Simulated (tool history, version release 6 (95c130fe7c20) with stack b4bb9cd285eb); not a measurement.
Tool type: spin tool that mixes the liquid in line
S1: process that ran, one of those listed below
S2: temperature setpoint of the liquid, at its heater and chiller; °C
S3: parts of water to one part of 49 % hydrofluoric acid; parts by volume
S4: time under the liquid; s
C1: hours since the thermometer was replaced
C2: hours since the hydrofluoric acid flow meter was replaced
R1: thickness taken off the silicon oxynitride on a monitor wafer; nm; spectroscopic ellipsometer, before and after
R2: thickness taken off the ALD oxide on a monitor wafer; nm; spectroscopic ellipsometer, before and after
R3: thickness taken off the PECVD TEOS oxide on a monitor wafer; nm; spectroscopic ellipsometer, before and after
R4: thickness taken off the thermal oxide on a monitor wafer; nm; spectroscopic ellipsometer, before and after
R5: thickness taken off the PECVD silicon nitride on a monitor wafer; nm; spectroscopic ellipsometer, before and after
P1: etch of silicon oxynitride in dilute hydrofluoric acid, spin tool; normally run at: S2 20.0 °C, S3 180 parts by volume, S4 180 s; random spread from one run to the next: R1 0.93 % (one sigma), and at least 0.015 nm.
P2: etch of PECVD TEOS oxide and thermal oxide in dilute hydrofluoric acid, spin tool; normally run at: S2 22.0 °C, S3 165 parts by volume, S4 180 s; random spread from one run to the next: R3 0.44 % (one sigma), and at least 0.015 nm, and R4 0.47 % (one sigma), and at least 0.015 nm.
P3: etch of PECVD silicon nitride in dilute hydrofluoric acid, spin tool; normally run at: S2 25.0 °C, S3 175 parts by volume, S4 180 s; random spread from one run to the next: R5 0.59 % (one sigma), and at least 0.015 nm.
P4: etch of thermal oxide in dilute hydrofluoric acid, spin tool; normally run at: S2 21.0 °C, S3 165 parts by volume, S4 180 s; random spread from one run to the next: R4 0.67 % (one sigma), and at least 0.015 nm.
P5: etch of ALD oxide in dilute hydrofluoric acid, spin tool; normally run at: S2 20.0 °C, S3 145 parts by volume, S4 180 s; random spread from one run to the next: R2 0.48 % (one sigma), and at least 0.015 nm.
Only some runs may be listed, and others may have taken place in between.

Run 1, hour 4.5: S1 P1, S2 20.0 °C, S3 180 parts by volume, S4 180 s; C1 573.0; C2 464.4. Result: R1 2.5450 nm.
Run 2, hour 11.1: S1 P1, S2 20.0 °C, S3 110 parts by volume, S4 180 s; C1 579.6; C2 471.0. Result: R1 4.3070 nm.
Run 3, hour 15.0: S1 P1, S2 20.0 °C, S3 180 parts by volume, S4 180 s; C1 583.5; C2 474.9. Result: R1 2.4335 nm.
At hour 18.2: hydrofluoric acid flow meter replaced.
Run 4, hour 22.9: S1 P5, S2 20.0 °C, S3 145 parts by volume, S4 15 s; C1 591.4; C2 4.7. Result: R2 1.2577 nm.
Run 5, hour 28.2: S1 P2, S2 22.0 °C, S3 165 parts by volume, S4 70 s; C1 596.7; C2 10.0. Result: R3 6.9811 nm, R4 1.6683 nm.
Run 6, hour 32.4: S1 P4, S2 17.0 °C, S3 165 parts by volume, S4 180 s; C1 600.9; C2 14.2. Result: R4 3.7779 nm.
Run 7, hour 37.2: S1 P4, S2 21.0 °C, S3 70 parts by volume, S4 180 s; C1 605.7; C2 19.0. Result: R4 11.4790 nm.
Run 8, hour 41.1: S1 P3, S2 25.0 °C, S3 175 parts by volume, S4 180 s; C1 609.6; C2 22.9. Result: R5 4.9864 nm.
Run 9, hour 48.0: S1 P1, S2 20.0 °C, S3 180 parts by volume, S4 180 s; C1 616.5; C2 29.8. Result: R1 2.4975 nm.
Run 10, hour 52.2: S1 P2, S2 22.0 °C, S3 165 parts by volume, S4 180 s; C1 620.7; C2 34.0. Result: R3 17.7740 nm, R4 4.2786 nm.
Run 11, hour 58.6: S1 P5, S2 20.0 °C, S3 145 parts by volume, S4 180 s; C1 627.1; C2 40.4. Result: R2 15.4150 nm.
Run 12, hour 65.8: S1 P4, S2 21.0 °C, S3 165 parts by volume, S4 180 s; C1 634.3; C2 47.6. Result: R4 4.4349 nm.
Run 13, hour 71.6: S1 P4, S2 21.0 °C, S3 165 parts by volume, S4 335 s; C1 640.1; C2 53.4. Result: R4 8.3834 nm.
Run 14, hour 78.6: S1 P3, S2 25.0 °C, S3 175 parts by volume, S4 180 s; C1 647.1; C2 60.4. Result: R5 4.9530 nm.
Run 15, hour 82.6: S1 P4, S2 21.0 °C, S3 165 parts by volume, S4 180 s; C1 651.1; C2 64.4. Result: R4 4.4308 nm.
Run 16, hour 86.7: S1 P5, S2 20.0 °C, S3 30 parts by volume, S4 180 s; C1 655.2; C2 68.5. Result: R2 84.3230 nm.
Run 17, hour 90.3: S1 P1, S2 20.0 °C, S3 315 parts by volume, S4 320 s; C1 658.8; C2 72.1. Result: R1 2.2964 nm.
Run 18, hour 98.1: S1 P1, S2 20.0 °C, S3 180 parts by volume, S4 180 s; C1 666.6; C2 79.9. Result: R1 2.4888 nm.
Run 19, hour 102.0: S1 P1, S2 20.0 °C, S3 180 parts by volume, S4 180 s; C1 670.5; C2 83.8. Result: R1 2.4903 nm.
Run 20, hour 109.4: S1 P5, S2 20.0 °C, S3 145 parts by volume, S4 180 s; C1 677.9; C2 91.2. Result: R2 15.2760 nm.
Run 21, hour 115.7: S1 P1, S2 20.0 °C, S3 180 parts by volume, S4 345 s; C1 684.2; C2 97.5. Result: R1 4.7524 nm.
Run 22, hour 121.4: S1 P1, S2 20.0 °C, S3 180 parts by volume, S4 180 s; C1 689.9; C2 103.2. Result: R1 2.4581 nm.
Run 23, hour 125.5: S1 P1, S2 17.0 °C, S3 180 parts by volume, S4 180 s; C1 694.0; C2 107.3. Result: R1 2.1407 nm.
Run 24, hour 129.8: S1 P1, S2 28.0 °C, S3 180 parts by volume, S4 180 s; C1 698.3; C2 111.6. Result: R1 3.5716 nm.
Run 25, hour 133.5: S1 P2, S2 17.0 °C, S3 165 parts by volume, S4 180 s; C1 702.0; C2 115.3. Result: R3 14.5930 nm, R4 3.5182 nm.
Run 26, hour 140.1: S1 P2, S2 22.0 °C, S3 40 parts by volume, S4 180 s; C1 708.6; C2 121.9. Result: R3 85.5910 nm, R4 20.4980 nm.
Run 27, hour 145.5: S1 P3, S2 25.0 °C, S3 175 parts by volume, S4 260 s; C1 714.0; C2 127.3. Result: R5 7.2624 nm.
Run 28, hour 150.0: S1 P1, S2 20.0 °C, S3 180 parts by volume, S4 75 s; C1 718.5; C2 131.8. Result: R1 1.0168 nm.
Run 29, hour 157.4: S1 P3, S2 25.0 °C, S3 280 parts by volume, S4 180 s; C1 725.9; C2 139.2. Result: R5 3.1343 nm.
At hour 158.1: thermometer replaced.
Run 30, hour 165.1: S1 P3, S2 31.5 °C, S3 175 parts by volume, S4 180 s; C1 7.1; C2 146.9. Result: R5 7.4401 nm.
Run 31, hour 170.1: S1 P1, S2 20.0 °C, S3 325 parts by volume, S4 180 s; C1 12.1; C2 151.9. Result: R1 1.2623 nm.
Run 32, hour 174.8: S1 P5, S2 17.0 °C, S3 145 parts by volume, S4 180 s; C1 16.8; C2 156.6. Result: R2 13.5360 nm.
Run 33, hour 180.3: S1 P1, S2 20.0 °C, S3 180 parts by volume, S4 180 s; C1 22.3; C2 162.1. Result: R1 2.4694 nm.
Run 34, hour 187.2: S1 P1, S2 20.0 °C, S3 180 parts by volume, S4 180 s; C1 29.2; C2 169.0. Result: R1 2.6197 nm.
Run 35, hour 191.3: S1 P1, S2 20.0 °C, S3 180 parts by volume, S4 180 s; C1 33.3; C2 173.1. Result: R1 2.6620 nm.
Run 36, hour 198.2: S1 P1, S2 20.0 °C, S3 180 parts by volume, S4 180 s; C1 40.2; C2 180.0. Result: R1 2.6903 nm.
Run 37, hour 203.5: S1 P1, S2 20.0 °C, S3 180 parts by volume, S4 180 s; C1 45.5; C2 185.3. Result: R1 2.7402 nm.
Run 38, hour 209.8: S1 P1, S2 20.0 °C, S3 180 parts by volume, S4 180 s; C1 51.8; C2 191.6. Result: R1 2.6921 nm.
Run 39, hour 215.0: S1 P1, S2 20.0 °C, S3 180 parts by volume, S4 180 s; C1 57.0; C2 196.8. Result: R1 2.7558 nm.

What does the tool deliver on the next run?
Run 40, hour 223.1: S1 P1, S2 20.0 °C, S3 180 parts by volume, S4 180 s; C1 65.1; C2 204.9. Result: R1 ?.

Run 40 yielded R1 2.7734 nm.
